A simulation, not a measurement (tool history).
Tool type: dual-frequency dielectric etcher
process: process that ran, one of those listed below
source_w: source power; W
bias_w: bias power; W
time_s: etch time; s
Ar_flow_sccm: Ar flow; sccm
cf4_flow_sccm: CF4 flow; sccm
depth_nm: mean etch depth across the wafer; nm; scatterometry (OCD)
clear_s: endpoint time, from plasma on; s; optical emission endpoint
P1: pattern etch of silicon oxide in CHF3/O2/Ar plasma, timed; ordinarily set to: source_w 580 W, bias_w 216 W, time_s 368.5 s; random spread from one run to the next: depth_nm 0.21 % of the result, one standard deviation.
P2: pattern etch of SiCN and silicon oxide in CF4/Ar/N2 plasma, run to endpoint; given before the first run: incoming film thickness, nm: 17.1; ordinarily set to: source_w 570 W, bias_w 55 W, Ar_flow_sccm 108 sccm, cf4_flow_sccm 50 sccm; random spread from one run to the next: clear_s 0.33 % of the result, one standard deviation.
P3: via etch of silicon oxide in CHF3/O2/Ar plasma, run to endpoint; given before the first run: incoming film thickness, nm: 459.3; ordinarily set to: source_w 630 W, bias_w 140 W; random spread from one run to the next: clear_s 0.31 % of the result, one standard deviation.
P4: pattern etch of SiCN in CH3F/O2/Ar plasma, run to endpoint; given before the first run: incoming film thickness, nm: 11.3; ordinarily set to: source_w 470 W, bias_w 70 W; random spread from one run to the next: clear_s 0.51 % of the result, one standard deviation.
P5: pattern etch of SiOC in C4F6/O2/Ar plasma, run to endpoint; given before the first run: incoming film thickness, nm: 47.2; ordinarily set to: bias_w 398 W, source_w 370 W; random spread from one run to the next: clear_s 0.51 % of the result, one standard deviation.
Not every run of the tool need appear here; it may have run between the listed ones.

run,hour,process,source_w,bias_w,time_s,Ar_flow_sccm,cf4_flow_sccm,hours since the last wet clean,hours since the last source power generator calibration,hours since the last bias power generator calibration,depth_nm,clear_s
1,3.8,P1,580,216,368.5,,,137.2,1323.2,1234.3,749.12,
2,7.2,P2,570,55,,64,50,140.6,1326.6,1237.7,,17.485
3,11.9,P5,370,398,,,,145.3,1331.3,1242.4,,17.426
4,16.9,P3,630,140,,,,150.3,1336.3,1247.4,,249.41
5,22.1,P4,470,54,,,,155.5,1341.5,1252.6,,32.042
6,26.5,P3,870,140,,,,159.9,1345.9,1257,,219.54
7,32.7,P1,580,135,368.5,,,166.1,1352.1,1263.2,639.63,
8,38.6,P4,270,70,,,,172,1358,1269.1,,35.738
9,41.5,P2,570,55,,108,50,174.9,1360.9,1272,,19.148
10,47.1,P1,580,291,368.5,,,180.5,1366.5,1277.6,834.11,
11,50.2,P2,570,72,,108,50,183.6,1369.6,1280.7,,17.457
12,55.2,P2,570,55,,108,50,188.6,1374.6,1285.7,,19.175
13,61.7,P2,700,55,,108,50,195.1,1381.1,1292.2,,15.984
14,67.2,P4,470,70,,,,200.6,1386.6,1297.7,,29.508
15,71.5,P5,370,558,,,,204.9,1390.9,1302,,15.399
# hour 71.8: bias power generator calibrated
16,75.7,P2,570,55,,108,31,209.1,1395.1,4,,20.909
17,80.7,P1,580,216,368.5,,,214.1,1400.1,9,750.31,
18,84.1,P3,630,182,,,,217.5,1403.5,12.4,,229.68
19,90.1,P1,580,216,368.5,,,223.5,1409.5,18.4,751.02,
20,95.2,P1,580,216,368.5,,,228.6,1414.6,23.5,750.35,
21,101,P5,370,398,,,,234.4,1420.4,29.3,,17.637
22,104.1,P5,260,398,,,,237.5,1423.5,32.4,,20.031
23,110.2,P1,580,138,517.5,,,243.6,1429.6,38.5,910.17,
24,115.4,P1,580,216,202.5,,,248.8,1434.8,43.7,410.94,
25,119.6,P1,580,216,511,,,253,1439,47.9,1036.4,
26,123.3,P1,580,268,440,,,256.7,1442.7,51.6,969.26,
27,128,P3,630,140,,,,261.4,1447.4,56.3,,251.08
28,133.3,P1,580,216,368.5,,,266.7,1452.7,61.6,748.88,
29,138.3,P1,360,216,368.5,,,271.7,1457.7,66.6,629.31,
30,142.2,P1,730,216,368.5,,,275.6,1461.6,70.5,820.23,
31,146.7,P1,580,216,368.5,,,280.1,1466.1,75,751.32,
32,150.1,P1,580,216,368.5,,,283.5,1469.5,78.4,745.51,
33,156.6,P1,580,216,368.5,,,290,1476,84.9,740.95,
34,161.7,P1,580,216,368.5,,,295.1,1481.1,90,739.86,
# hour 163.1: wet clean of the chamber
35,165.1,P1,580,216,368.5,,,2.1,1484.5,93.4,741.83,
36,168.5,P1,580,216,368.5,,,5.5,1487.9,96.8,738.21,
37,174.7,P1,580,216,368.5,,,11.7,1494.1,103,739.73,
38,178.7,P1,580,216,368.5,,,15.7,1498.1,107,739.73,
39,181.9,P1,580,216,368.5,,,18.9,1501.3,110.2,737.03,
40,185.7,P1,580,216,368.5,,,22.7,1505.1,114,737.19,

Something has made what P1 gives creep away from where it was; the 2 causes below, each at its own stated size, fit the log equally well:
A: source power that arrives under what is set, % = 4.05
B: bias power that arrives under what is set, % = 4.39
The gradual shift began around hour 146.7.
All other causes, with the reason each is excluded:
chamber walls in a state that lowers the etch rate, %: was serviced at hour 163.1, once the creep was under way, yet the earlier output never came back

Which of the 4 check runs listed below, each an average over 2 wafers with its results shown as question marks, gives clearly different results under the different listed causes?
check 1,189.5,P5,370,398,,,,,,,,?
check 2,189.5,P4,470,70,,,,,,,,?
check 3,189.5,P2,570,55,,108,50,,,,,?
check 4,189.5,P3,630,140,,,,,,,,?

What every check run would give for each of its results, assuming each possible cause in turn:
check,result,if A,if B
check 1,clear_s,17.8,17.815
check 2,clear_s,29.815,29.811
check 3,clear_s,19.899,19.474
check 4,clear_s,253.85,253.38
How far apart the two closest causes lie, in the result that separates them most: check 1 0.08 %; check 2 0.01 %; check 3 2.16 %; check 4 0.19 %
Only check 3 tells the causes apart: in the others they would give nearly the same result.

After running check 3, the following was obtained: clear_s 19.54 s. Which cause does this point to?

It is B: bias power that arrives under what is set, %.
